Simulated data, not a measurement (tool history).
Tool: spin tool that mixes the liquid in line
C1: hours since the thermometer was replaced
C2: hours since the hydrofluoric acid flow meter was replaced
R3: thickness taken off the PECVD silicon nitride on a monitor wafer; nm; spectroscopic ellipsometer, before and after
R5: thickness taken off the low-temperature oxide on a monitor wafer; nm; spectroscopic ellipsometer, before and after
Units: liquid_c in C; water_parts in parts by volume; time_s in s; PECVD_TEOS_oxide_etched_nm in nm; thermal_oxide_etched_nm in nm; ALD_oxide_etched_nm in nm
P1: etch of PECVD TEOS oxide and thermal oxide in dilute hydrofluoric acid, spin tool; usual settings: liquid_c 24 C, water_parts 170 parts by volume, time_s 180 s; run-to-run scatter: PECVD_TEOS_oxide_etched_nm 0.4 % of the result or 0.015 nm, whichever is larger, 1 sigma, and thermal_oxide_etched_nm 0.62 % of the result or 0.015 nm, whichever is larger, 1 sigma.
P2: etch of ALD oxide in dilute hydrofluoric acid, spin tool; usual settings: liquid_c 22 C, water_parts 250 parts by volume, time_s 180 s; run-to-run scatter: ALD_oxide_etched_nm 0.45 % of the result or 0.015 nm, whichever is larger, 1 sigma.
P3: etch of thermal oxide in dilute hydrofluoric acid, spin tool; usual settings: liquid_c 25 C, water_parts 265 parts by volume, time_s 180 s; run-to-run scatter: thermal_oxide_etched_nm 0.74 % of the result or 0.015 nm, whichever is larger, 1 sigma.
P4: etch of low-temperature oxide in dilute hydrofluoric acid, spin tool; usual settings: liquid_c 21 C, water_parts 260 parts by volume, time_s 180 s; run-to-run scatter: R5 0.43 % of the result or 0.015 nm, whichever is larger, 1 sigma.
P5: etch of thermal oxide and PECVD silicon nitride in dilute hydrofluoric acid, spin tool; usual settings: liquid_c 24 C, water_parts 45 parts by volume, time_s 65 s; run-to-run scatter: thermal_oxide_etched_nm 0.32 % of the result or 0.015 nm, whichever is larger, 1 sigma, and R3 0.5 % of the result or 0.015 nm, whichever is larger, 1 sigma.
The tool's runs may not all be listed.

run 1 day=0.333 | process=P1 liquid_c=24 water_parts=170 time_s=180 | C1=295.3 C2=1536.6 | PECVD_TEOS_oxide_etched_nm=8.3465 thermal_oxide_etched_nm=4.5452
run 2 day=0.654 | process=P1 liquid_c=18.5 water_parts=170 time_s=180 | C1=303 C2=1544.3 | PECVD_TEOS_oxide_etched_nm=6.6451 thermal_oxide_etched_nm=3.6606
run 3 day=1.338 | process=P5 liquid_c=24 water_parts=60 time_s=65 | C1=319.4 C2=1560.7 | thermal_oxide_etched_nm=5.5601 R3=6.2225
run 4 day=1.996 | process=P1 liquid_c=24 water_parts=95 time_s=310 | C1=335.2 C2=1576.5 | PECVD_TEOS_oxide_etched_nm=27.916 thermal_oxide_etched_nm=15.081
run 5 day=2.546 | process=P3 liquid_c=25 water_parts=445 time_s=180 | C1=348.4 C2=1589.7 | thermal_oxide_etched_nm=1.3742
run 6 day=2.854 | process=P1 liquid_c=24 water_parts=170 time_s=180 | C1=355.8 C2=1597.1 | PECVD_TEOS_oxide_etched_nm=8.3391 thermal_oxide_etched_nm=4.4981
run 7 day=3.383 | process=P2 liquid_c=22 water_parts=250 time_s=310 | C1=368.5 C2=1609.8 | ALD_oxide_etched_nm=21.451
run 8 day=3.846 | process=P2 liquid_c=22 water_parts=250 time_s=180 | C1=379.6 C2=1620.9 | ALD_oxide_etched_nm=12.429
run 9 day=4.546 | process=P5 liquid_c=24 water_parts=45 time_s=110 | C1=396.4 C2=1637.7 | thermal_oxide_etched_nm=12.847 R3=13.952
run 10 day=4.975 | process=P4 liquid_c=21 water_parts=260 time_s=180 | C1=406.7 C2=1648 | R5=12.743
run 11 day=5.471 | process=P1 liquid_c=24 water_parts=170 time_s=180 | C1=418.6 C2=1659.9 | PECVD_TEOS_oxide_etched_nm=8.2944 thermal_oxide_etched_nm=4.4968
run 12 day=6.092 | process=P2 liquid_c=22 water_parts=380 time_s=180 | C1=433.5 C2=1674.8 | ALD_oxide_etched_nm=7.2526
run 13 day=6.558 | process=P1 liquid_c=24 water_parts=170 time_s=300 | C1=444.7 C2=1686 | PECVD_TEOS_oxide_etched_nm=13.819 thermal_oxide_etched_nm=7.5036
run 14 day=7.212 | process=P4 liquid_c=17 water_parts=260 time_s=180 | C1=460.4 C2=1701.7 | R5=10.892
run 15 day=7.892 | process=P4 liquid_c=21 water_parts=260 time_s=15 | C1=476.7 C2=1718 | R5=1.0678
run 16 day=8.483 | process=P1 liquid_c=24 water_parts=170 time_s=180 | C1=490.9 C2=1732.2 | PECVD_TEOS_oxide_etched_nm=8.2534 thermal_oxide_etched_nm=4.5121
run 17 day=9.117 | process=P1 liquid_c=24 water_parts=170 time_s=20 | C1=506.1 C2=1747.4 | PECVD_TEOS_oxide_etched_nm=0.90228 thermal_oxide_etched_nm=0.50997
run 18 day=9.621 | process=P5 liquid_c=24 water_parts=45 time_s=65 | C1=518.2 C2=1759.5 | thermal_oxide_etched_nm=7.5815 R3=8.2821
run 19 day=9.929 | process=P3 liquid_c=25 water_parts=265 time_s=180 | C1=525.6 C2=1766.9 | thermal_oxide_etched_nm=2.7357
run 20 day=10.504 | process=P5 liquid_c=17 water_parts=45 time_s=65 | C1=539.4 C2=1780.7 | thermal_oxide_etched_nm=5.6361 R3=5.0755
run 21 day=10.904 | process=P3 liquid_c=25 water_parts=265 time_s=25 | C1=549 C2=1790.3 | thermal_oxide_etched_nm=0.39094
run 22 day=11.296 | process=P1 liquid_c=24 water_parts=70 time_s=180 | C1=558.4 C2=1799.7 | PECVD_TEOS_oxide_etched_nm=22.668 thermal_oxide_etched_nm=12.427
run 23 day=11.821 | process=P1 liquid_c=24 water_parts=230 time_s=180 | C1=571 C2=1812.3 | PECVD_TEOS_oxide_etched_nm=5.6809 thermal_oxide_etched_nm=3.1493
run 24 day=12.296 | process=P1 liquid_c=24 water_parts=170 time_s=180 | C1=582.4 C2=1823.7 | PECVD_TEOS_oxide_etched_nm=8.3646 thermal_oxide_etched_nm=4.5563
run 25 day=12.933 | process=P1 liquid_c=24 water_parts=170 time_s=180 | C1=597.7 C2=1839 | PECVD_TEOS_oxide_etched_nm=8.317 thermal_oxide_etched_nm=4.5963
run 26 day=13.362 | process=P4 liquid_c=21 water_parts=260 time_s=180 | C1=608 C2=1849.3 | R5=12.749
run 27 day=13.767 | process=P1 liquid_c=29 water_parts=170 time_s=180 | C1=617.7 C2=1859 | PECVD_TEOS_oxide_etched_nm=9.9088 thermal_oxide_etched_nm=5.4434
-- day=13.779 thermometer replaced
run 28 day=14.175 | process=P3 liquid_c=20 water_parts=265 time_s=180 | C1=9.5 C2=1868.8 | thermal_oxide_etched_nm=2.3031
run 29 day=14.604 | process=P2 liquid_c=27 water_parts=250 time_s=180 | C1=19.8 C2=1879.1 | ALD_oxide_etched_nm=14.892
run 30 day=15.242 | process=P1 liquid_c=17 water_parts=170 time_s=70 | C1=35.1 C2=1894.4 | PECVD_TEOS_oxide_etched_nm=2.4713 thermal_oxide_etched_nm=1.3136
run 31 day=15.796 | process=P4 liquid_c=21 water_parts=70 time_s=180 | C1=48.4 C2=1907.7 | R5=57.25
run 32 day=16.458 | process=P1 liquid_c=24 water_parts=170 time_s=180 | C1=64.3 C2=1923.6 | PECVD_TEOS_oxide_etched_nm=8.3069 thermal_oxide_etched_nm=4.527
run 33 day=16.896 | process=P1 liquid_c=24 water_parts=170 time_s=180 | C1=74.8 C2=1934.1 | PECVD_TEOS_oxide_etched_nm=8.1066 thermal_oxide_etched_nm=4.4003
run 34 day=17.2 | process=P1 liquid_c=24 water_parts=170 time_s=180 | C1=82.1 C2=1941.4 | PECVD_TEOS_oxide_etched_nm=8.058 thermal_oxide_etched_nm=4.3373
run 35 day=17.517 | process=P1 liquid_c=24 water_parts=170 time_s=180 | C1=89.7 C2=1949 | PECVD_TEOS_oxide_etched_nm=7.9573 thermal_oxide_etched_nm=4.355
run 36 day=17.842 | process=P1 liquid_c=24 water_parts=170 time_s=180 | C1=97.5 C2=1956.8 | PECVD_TEOS_oxide_etched_nm=7.9164 thermal_oxide_etched_nm=4.2949
run 37 day=18.238 | process=P1 liquid_c=24 water_parts=170 time_s=180 | C1=107 C2=1966.3 | PECVD_TEOS_oxide_etched_nm=7.8148 thermal_oxide_etched_nm=4.2906
run 38 day=18.7 | process=P1 liquid_c=24 water_parts=170 time_s=180 | C1=118.1 C2=1977.4 | PECVD_TEOS_oxide_etched_nm=7.8295 thermal_oxide_etched_nm=4.2803
run 39 day=19.292 | process=P1 liquid_c=24 water_parts=170 time_s=180 | C1=132.3 C2=1991.6 | PECVD_TEOS_oxide_etched_nm=7.7234 thermal_oxide_etched_nm=4.2267
run 40 day=19.75 | process=P1 liquid_c=24 water_parts=170 time_s=180 | C1=143.3 C2=2002.6 | PECVD_TEOS_oxide_etched_nm=7.733 thermal_oxide_etched_nm=4.2107
run 41 day=20.271 | process=P1 liquid_c=24 water_parts=170 time_s=180 | C1=155.8 C2=2015.1 | PECVD_TEOS_oxide_etched_nm=7.771 thermal_oxide_etched_nm=4.2269
run 42 day=20.921 | process=P1 liquid_c=24 water_parts=170 time_s=180 | C1=171.4 C2=2030.7 | PECVD_TEOS_oxide_etched_nm=7.7298 thermal_oxide_etched_nm=4.2068

What P1 gives has crept away from where it was. These 2 causes fit the log equally well, each at the size given:
A: liquid colder than its thermometer reads (K) = 1.83
B: hydrofluoric acid flow below the setpoint (%) = 5.65
The creep began at about day 16.458.

4 check runs are offered, one wafer each, their results left as question marks. Which one tells the causes apart?
run check 1 day=21.571 | process=P2 liquid_c=22 water_parts=250 time_s=180 | ALD_oxide_etched_nm=?
run check 2 day=21.571 | process=P3 liquid_c=25 water_parts=265 time_s=180 | thermal_oxide_etched_nm=?
run check 3 day=21.571 | process=P4 liquid_c=21 water_parts=260 time_s=180 | R5=?
run check 4 day=21.571 | process=P5 liquid_c=24 water_parts=45 time_s=65 | thermal_oxide_etched_nm=? R3=?

What each check would give under each cause:
check=check_1 result=ALD_oxide_etched_nm if_A=11.649 if_B=11.593
check=check_2 result=thermal_oxide_etched_nm if_A=2.5543 if_B=2.5302
check=check_3 result=R5 if_A=11.879 if_B=11.824
check=check_4 result=thermal_oxide_etched_nm if_A=7.0429 if_B=7.1458
check=check_4 result=R3 if_A=7.303 if_B=7.8154
How far apart the two closest causes lie, in the result that separates them most: check 1 0.49 %; check 2 0.95 %; check 3 0.46 %; check 4 6.78 %
Only check 4 tells the causes apart: in the others they would give nearly the same result.

Then check 4 was run and gave: thermal_oxide_etched_nm 7.1394 nm; R3 7.8171 nm. Which cause is it?

It is B: hydrofluoric acid flow below the setpoint (%).
